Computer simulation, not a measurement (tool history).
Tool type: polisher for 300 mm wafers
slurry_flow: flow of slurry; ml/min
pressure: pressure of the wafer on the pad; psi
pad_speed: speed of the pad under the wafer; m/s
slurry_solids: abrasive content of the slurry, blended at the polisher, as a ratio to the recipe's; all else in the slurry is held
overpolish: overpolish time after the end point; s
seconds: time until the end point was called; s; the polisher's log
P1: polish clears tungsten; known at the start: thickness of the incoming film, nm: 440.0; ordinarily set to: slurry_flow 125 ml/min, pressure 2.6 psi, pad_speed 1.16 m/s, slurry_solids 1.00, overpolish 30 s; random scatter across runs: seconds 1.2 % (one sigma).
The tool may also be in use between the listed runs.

run 1 hour=6.2 | slurry_flow=125 pressure=2.6 pad_speed=1.16 slurry_solids=1.00 overpolish=30 | seconds=141.410
run 2 hour=13.4 | slurry_flow=75 pressure=2.6 pad_speed=0.58 slurry_solids=1.00 overpolish=30 | seconds=321.700
run 3 hour=20.3 | slurry_flow=75 pressure=1.4 pad_speed=1.16 slurry_solids=1.00 overpolish=30 | seconds=299.830
run 4 hour=27.1 | slurry_flow=125 pressure=2.6 pad_speed=1.16 slurry_solids=1.00 overpolish=15 | seconds=142.740
run 5 hour=36.3 | slurry_flow=125 pressure=2.6 pad_speed=1.16 slurry_solids=0.50 overpolish=30 | seconds=161.990
run 6 hour=44.5 | slurry_flow=125 pressure=2.6 pad_speed=1.16 slurry_solids=1.00 overpolish=30 | seconds=143.700
run 7 hour=48.8 | slurry_flow=165 pressure=2.6 pad_speed=1.16 slurry_solids=1.00 overpolish=30 | seconds=134.270
run 8 hour=56.4 | slurry_flow=75 pressure=2.6 pad_speed=1.16 slurry_solids=1.00 overpolish=30 | seconds=160.510
run 9 hour=66.0 | slurry_flow=125 pressure=2.6 pad_speed=1.16 slurry_solids=1.00 overpolish=59 | seconds=141.640
run 10 hour=73.9 | slurry_flow=125 pressure=3.7 pad_speed=1.16 slurry_solids=1.00 overpolish=30 | seconds=99.743
run 11 hour=82.5 | slurry_flow=125 pressure=2.6 pad_speed=1.16 slurry_solids=1.00 overpolish=30 | seconds=142.530
run 12 hour=87.0 | slurry_flow=125 pressure=1.2 pad_speed=1.16 slurry_solids=1.00 overpolish=30 | seconds=309.090
-- hour=87.6 slurry tank refilled with fresh slurry and peroxide
run 13 hour=92.4 | slurry_flow=125 pressure=2.6 pad_speed=1.16 slurry_solids=1.00 overpolish=30 | seconds=143.670
run 14 hour=99.8 | slurry_flow=125 pressure=2.6 pad_speed=1.16 slurry_solids=1.00 overpolish=30 | seconds=143.790
run 15 hour=108.7 | slurry_flow=125 pressure=2.6 pad_speed=0.52 slurry_solids=1.00 overpolish=30 | seconds=311.680
run 16 hour=114.3 | slurry_flow=125 pressure=2.6 pad_speed=1.84 slurry_solids=1.00 overpolish=30 | seconds=90.517
run 17 hour=120.8 | slurry_flow=125 pressure=2.6 pad_speed=1.16 slurry_solids=1.45 overpolish=30 | seconds=130.280
run 18 hour=125.0 | slurry_flow=125 pressure=2.6 pad_speed=1.16 slurry_solids=1.00 overpolish=30 | seconds=140.580
run 19 hour=131.4 | slurry_flow=125 pressure=2.6 pad_speed=1.16 slurry_solids=1.00 overpolish=30 | seconds=149.840
run 20 hour=137.6 | slurry_flow=125 pressure=2.6 pad_speed=1.16 slurry_solids=1.00 overpolish=30 | seconds=153.680
-- hour=141.0 slurry blender recalibrated
-- hour=145.0 slurry tank refilled with fresh slurry and peroxide
run 21 hour=145.8 | slurry_flow=125 pressure=2.6 pad_speed=1.16 slurry_solids=1.00 overpolish=30 | seconds=157.460
-- hour=148.2 head pressure recalibrated
run 22 hour=150.5 | slurry_flow=125 pressure=2.6 pad_speed=1.16 slurry_solids=1.00 overpolish=30 | seconds=157.410
run 23 hour=155.1 | slurry_flow=125 pressure=2.6 pad_speed=1.16 slurry_solids=1.00 overpolish=30 | seconds=160.090
run 24 hour=159.3 | slurry_flow=125 pressure=2.6 pad_speed=1.16 slurry_solids=1.00 overpolish=30 | seconds=160.980
run 25 hour=165.1 | slurry_flow=125 pressure=2.6 pad_speed=1.16 slurry_solids=1.00 overpolish=30 | seconds=161.800

What P1 gives has crept off from where it sat before. The 2 causes that follow fit the log equally well, each at the size noted:
A: removal rate lost through wear of the pad, % = 11.6
B: slurry flow missing at the pad, % = 38.3
The creep began at about hour 125.0.
Why every other cause is out:
head's pressure below its setpoint, %: serviced at hour 148.2, after the drift had started, without restoring the earlier output
abrasive missing from the slurry, %: serviced at hour 141.0, after the drift had started, without restoring the earlier output
peroxide lost from the slurry, %: serviced at hour 145.0, after the drift had started, without restoring the earlier output

Below are 4 check runs, each averaged over 3 wafers, with their results shown as question marks. Which of them would give clearly different results depending on which cause is behind the drift?
run check 1 hour=170.9 | slurry_flow=125 pressure=2.6 pad_speed=0.56 slurry_solids=1.00 overpolish=30 | seconds=?
run check 2 hour=170.9 | slurry_flow=125 pressure=2.6 pad_speed=1.54 slurry_solids=1.40 overpolish=30 | seconds=?
run check 3 hour=170.9 | slurry_flow=75 pressure=2.6 pad_speed=1.16 slurry_solids=1.00 overpolish=30 | seconds=?
run check 4 hour=170.9 | slurry_flow=125 pressure=2.6 pad_speed=1.16 slurry_solids=1.00 overpolish=56 | seconds=?

Check results expected under each cause:
check=check_1 result=seconds if_A=333.340 if_B=333.320
check=check_2 result=seconds if_A=111.800 if_B=111.790
check=check_3 result=seconds if_A=183.640 if_B=193.490
check=check_4 result=seconds if_A=160.920 if_B=160.910
Separation of the two closest causes in each check, using whichever result separates them best: check 1 0.01 %; check 2 0.01 %; check 3 5.22 %; check 4 0.01 %
The causes can be told apart only by check 3. The other checks would give nearly the same results under each of them.

Check 3 was then run and gave: seconds 195.080 s. Which cause is it?

It is B: slurry flow missing at the pad, %.
